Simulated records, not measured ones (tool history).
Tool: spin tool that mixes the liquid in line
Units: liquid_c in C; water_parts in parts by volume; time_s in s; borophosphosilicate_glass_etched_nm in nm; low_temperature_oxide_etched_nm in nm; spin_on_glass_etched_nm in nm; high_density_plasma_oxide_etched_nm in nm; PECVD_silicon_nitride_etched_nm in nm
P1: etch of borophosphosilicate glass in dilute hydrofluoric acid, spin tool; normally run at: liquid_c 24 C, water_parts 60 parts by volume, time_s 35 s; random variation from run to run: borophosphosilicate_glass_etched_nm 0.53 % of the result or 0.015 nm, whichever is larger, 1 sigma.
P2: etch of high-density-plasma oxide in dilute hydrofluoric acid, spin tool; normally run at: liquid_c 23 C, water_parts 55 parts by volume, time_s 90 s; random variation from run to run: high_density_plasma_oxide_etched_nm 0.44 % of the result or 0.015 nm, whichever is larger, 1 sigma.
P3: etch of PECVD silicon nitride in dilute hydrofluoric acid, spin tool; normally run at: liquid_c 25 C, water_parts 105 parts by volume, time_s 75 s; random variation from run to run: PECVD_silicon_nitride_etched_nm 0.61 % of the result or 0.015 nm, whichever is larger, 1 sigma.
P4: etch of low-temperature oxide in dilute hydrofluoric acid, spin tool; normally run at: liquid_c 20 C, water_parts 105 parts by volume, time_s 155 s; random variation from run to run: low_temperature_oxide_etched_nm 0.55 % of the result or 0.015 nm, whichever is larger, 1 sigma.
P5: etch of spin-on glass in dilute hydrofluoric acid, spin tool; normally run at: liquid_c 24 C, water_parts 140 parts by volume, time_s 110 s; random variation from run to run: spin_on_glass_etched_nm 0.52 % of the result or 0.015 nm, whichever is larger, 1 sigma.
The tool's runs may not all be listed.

run,hour,process,liquid_c,water_parts,time_s,hours since the thermometer was replaced,hours since the hydrofluoric acid flow meter was replaced,borophosphosilicate_glass_etched_nm,low_temperature_oxide_etched_nm,spin_on_glass_etched_nm,high_density_plasma_oxide_etched_nm,PECVD_silicon_nitride_etched_nm
1,16.1,P1,24,60,35,217.4,507.7,22.015,,,,
2,25,P4,20,60,155,226.3,516.6,,23.896,,,
3,39.9,P5,24,85,110,241.2,531.5,,,39.13,,
4,49.7,P1,24,20,35,251,541.3,69.891,,,,
5,66.9,P1,19,60,55,268.2,558.5,28.189,,,,
6,82,P2,23,55,15,283.3,573.6,,,,1.8334,
7,91.4,P1,29,60,35,292.7,583,26.841,,,,
8,109,P1,24,60,35,310.3,600.6,22.056,,,,
9,119.3,P3,25,105,75,320.6,610.9,,,,,4.2114
10,129.4,P5,24,140,110,330.7,621,,,22.378,,
11,142.3,P1,17.5,60,35,343.6,633.9,16.713,,,,
12,160.4,P5,24,140,190,361.7,652,,,38.702,,
13,176.5,P5,28,140,110,377.8,668.1,,,26.001,,
14,192.1,P2,23,55,90,393.4,683.7,,,,10.865,
15,202.5,P1,24,60,35,403.8,694.1,22.11,,,,
16,212.8,P4,17,105,155,414.1,704.4,,11.613,,,
17,230.9,P2,19,55,90,432.2,722.5,,,,9.2134,
18,248.2,P3,25,170,75,449.5,739.8,,,,,2.65
19,256.7,P2,23,25,90,458,748.3,,,,25.013,
20,270.1,P4,20,105,155,471.4,761.7,,13.172,,,
21,283.6,P1,24,100,35,484.9,775.2,12.566,,,,
22,295.8,P5,24,140,110,497.1,787.4,,,22.452,,
23,306.2,P3,20.5,105,75,507.5,797.8,,,,,3.0978
24,314.3,P1,24,60,15,515.6,805.9,9.4801,,,,
25,332.7,P4,20,105,45,534,824.3,,3.8025,,,
26,351.1,P1,24,60,60,552.4,842.7,37.671,,,,
27,363.1,P1,24,60,35,564.4,854.7,22.076,,,,
28,381.4,P3,25,105,25,582.7,873,,,,,1.436
29,391.9,P1,24,60,35,593.2,883.5,22.013,,,,
30,406.1,P1,24,60,35,607.4,897.7,22.917,,,,
31,414.6,P1,24,60,35,615.9,906.2,23.176,,,,
32,423.6,P1,24,60,35,624.9,915.2,23.338,,,,
33,434.3,P1,24,60,35,635.6,925.9,23.593,,,,
34,442.8,P1,24,60,35,644.1,934.4,23.996,,,,
35,459.5,P1,24,60,35,660.8,951.1,23.905,,,,
36,473.8,P1,24,60,35,675.1,965.4,24.44,,,,
37,485.6,P1,24,60,35,686.9,977.2,24.045,,,,
38,500.3,P1,24,60,35,701.6,991.9,24.169,,,,
39,511.9,P1,24,60,35,713.2,1003.5,24.022,,,,
40,521.5,P1,24,60,35,722.8,1013.1,24.41,,,,

What P1 gives has crept away from where it was. These 2 causes fit the log equally well, each at the size given:
A: liquid hotter than its thermometer reads (K) = 2.36
B: hydrofluoric acid flow above the setpoint (%) = 9.28
The creep began at about hour 391.9.

4 check runs are offered, one wafer each, their results left as question marks. Which one tells the causes apart?
check 1,531.1,P5,24,140,110,,,,,?,,
check 2,531.1,P4,20,105,155,,,,?,,,
check 3,531.1,P2,23,55,90,,,,,,?,
check 4,531.1,P3,25,105,75,,,,,,,?

What each check would give under each cause:
check,result,if A,if B
check 1,spin_on_glass_etched_nm,24.462,24.778
check 2,low_temperature_oxide_etched_nm,14.459,14.504
check 3,high_density_plasma_oxide_etched_nm,12.027,12.004
check 4,PECVD_silicon_nitride_etched_nm,4.9355,4.6271
How far apart the two closest causes lie, in the result that separates them most: check 1 1.28 %; check 2 0.31 %; check 3 0.18 %; check 4 6.45 %
Check 4 tells the causes apart: in the others they would give nearly the same result.

Then check 4 was run and gave: PECVD_silicon_nitride_etched_nm 4.6709 nm. Which cause is it?

It is B: hydrofluoric acid flow above the setpoint (%).
